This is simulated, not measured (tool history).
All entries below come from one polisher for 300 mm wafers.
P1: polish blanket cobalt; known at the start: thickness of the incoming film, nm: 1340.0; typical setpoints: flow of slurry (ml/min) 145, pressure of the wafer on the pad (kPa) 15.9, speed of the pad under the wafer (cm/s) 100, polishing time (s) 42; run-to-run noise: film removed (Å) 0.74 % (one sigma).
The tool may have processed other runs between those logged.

run,hour,flow of slurry (ml/min),pressure of the wafer on the pad (kPa),speed of the pad under the wafer (cm/s),polishing time (s),film removed (Å)
1,2.9,145,15.9,100,42,2095.9
2,9.6,145,15.9,100,42,2120.6
3,15.9,145,15.9,152,42,3167.1
4,20.9,145,15.9,100,67,3339.9
5,24.4,145,15.9,100,42,2101.7
6,29.8,145,15.9,100,42,2077.6
7,35.6,145,15.9,46,42,961.1
8,39.3,230,15.9,100,42,2243.9
9,43.8,145,15.9,100,23,1144.8
10,49.4,105,15.9,100,42,1958.9
# hour 52.8: worn pad replaced by a new one
11,53.2,145,15.9,100,42,2078.4
12,56.4,145,9.7,132,42,1665.5
13,61.0,145,9.0,100,42,1195.9
14,64.4,145,15.9,100,42,2144.2
15,68.6,145,22.1,100,42,2917.7
16,72.3,145,15.9,100,42,2107.5
17,79.1,145,15.9,100,42,2038.9
18,83.1,145,15.9,100,42,2010.3
19,88.0,145,15.9,100,42,1959.6
20,91.7,145,15.9,100,42,1940.0
21,96.4,145,15.9,100,42,1915.8
22,100.8,145,15.9,100,42,1923.6
# hour 103.8: worn pad replaced by a new one
23,105.2,145,15.9,100,42,1918.2
24,111.6,145,15.9,100,42,1889.8
25,118.0,145,15.9,100,42,1899.3

What P1 gives has crept off from where it sat before. The 2 causes that follow fit the log equally well, each at the size noted:
A: slurry flow missing at the pad, % = 34.9
B: head's pressure below its setpoint, % = 8.86
The onset of the drift is placed at about hour 72.3.
Excluded causes, each with its reason:
removal rate lost through wear of the pad, %: was serviced at hour 103.8, once the creep was under way, yet the earlier output never came back

The list below offers 4 check runs, each averaging the results of 5 wafers, and shows each result as a question mark. For which of them would the listed causes give clearly different results?
check 1,124.4,215,15.9,100,42,?
check 2,124.4,145,15.9,48,63,?
check 3,124.4,145,11.0,100,42,?
check 4,124.4,145,15.9,152,61,?

Expected result of each check under each candidate cause:
check,result,if A,if B
check 1,film removed (Å),2086.2,2028.6
check 2,film removed (Å),1377.5,1377.7
check 3,film removed (Å),1330.9,1331.1
check 4,film removed (Å),4223.6,4224.2
Minimum pairwise separation of causes per check, each pair taken at its best-separating result: check 1 2.8 %; check 2 0.01 %; check 3 0.01 %; check 4 0.01 %
The other checks would show nearly matching results whichever cause is true, so check 1 is the only one that separates the causes.

Then check 1 was run and gave: film removed (Å) 2094.7. Which cause is it?

A is the cause: slurry flow missing at the pad, %.
